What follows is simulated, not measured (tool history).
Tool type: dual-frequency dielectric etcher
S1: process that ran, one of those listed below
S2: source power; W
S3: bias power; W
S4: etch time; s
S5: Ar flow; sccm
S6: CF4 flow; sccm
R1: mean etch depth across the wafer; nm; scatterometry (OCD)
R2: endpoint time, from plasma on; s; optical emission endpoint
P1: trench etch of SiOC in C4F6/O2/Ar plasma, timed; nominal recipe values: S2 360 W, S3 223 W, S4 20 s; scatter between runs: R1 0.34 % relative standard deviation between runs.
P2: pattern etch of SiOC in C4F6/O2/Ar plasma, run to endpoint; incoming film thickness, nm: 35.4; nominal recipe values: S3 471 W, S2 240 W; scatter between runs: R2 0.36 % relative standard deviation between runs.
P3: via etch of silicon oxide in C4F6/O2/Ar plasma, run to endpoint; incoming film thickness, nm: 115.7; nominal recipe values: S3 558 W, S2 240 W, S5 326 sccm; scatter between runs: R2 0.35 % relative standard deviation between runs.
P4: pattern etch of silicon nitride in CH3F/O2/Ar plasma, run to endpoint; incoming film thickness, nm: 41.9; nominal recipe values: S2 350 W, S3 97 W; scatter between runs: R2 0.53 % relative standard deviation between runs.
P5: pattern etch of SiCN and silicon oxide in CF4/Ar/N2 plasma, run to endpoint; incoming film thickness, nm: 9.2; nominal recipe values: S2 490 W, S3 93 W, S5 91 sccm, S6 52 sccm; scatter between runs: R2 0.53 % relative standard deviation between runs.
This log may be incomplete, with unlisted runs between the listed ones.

run	hour	S1	S2	S3	S4	S5	S6	R1	R2
1	10.7	P1	360	223	20			42.665	
2	23.2	P1	360	223	25.5			54.293	
3	34.2	P3	240	558		326			29.526
4	42	P5	490	93		91	52		9.3219
5	50.4	P1	260	223	20			37.605	
6	60.2	P2	240	471					14.824
7	70.4	P1	360	223	20			42.636	
8	80.8	P2	290	471					13.889
9	91	P1	360	223	20			42.829	
10	99.2	P4	260	97					65.806
11	111	P2	240	557					13.895
12	122.2	P1	220	223	27.5			48.454	
13	129.1	P1	360	223	20			42.523	
14	139	P1	360	223	20			42.663	
15	148.8	P1	360	148	20			37.185	
16	158.4	P5	490	131		91	52		8.2851
17	168.6	P1	460	223	20			46.879	
18	178.4	P2	240	471					14.866
19	186.6	P3	240	558		202			28.037
20	197.4	P1	360	223	20			42.508	
21	206.9	P3	320	558		326			26.45
22	214.1	P4	350	120					54.073
23	222	P1	360	223	20			42.685	
24	234.2	P3	240	558		326			29.596
25	245.9	P4	350	97					59.476
26	258.2	P5	490	93		91	73		8.9148
27	267	P1	360	283	20			46.284	
28	275.3	P1	280	223	13.5			26.11	
29	285	P4	350	97					58.843
30	293.8	P5	390	93		91	52		11.535
31	301	P5	490	93		71	52		9.0574
32	312.5	P1	360	161	29.5			56.455	
33	324.8	P1	360	223	14.5			30.974	
34	337.8	P3	240	448		326			32.036
35	348	P1	360	223	20			42.577	

Estimate the outcome of run 36 from the log above:
36	358.4	P1	360	223	20			?	

Logged for run 36: R1 42.222 nm.
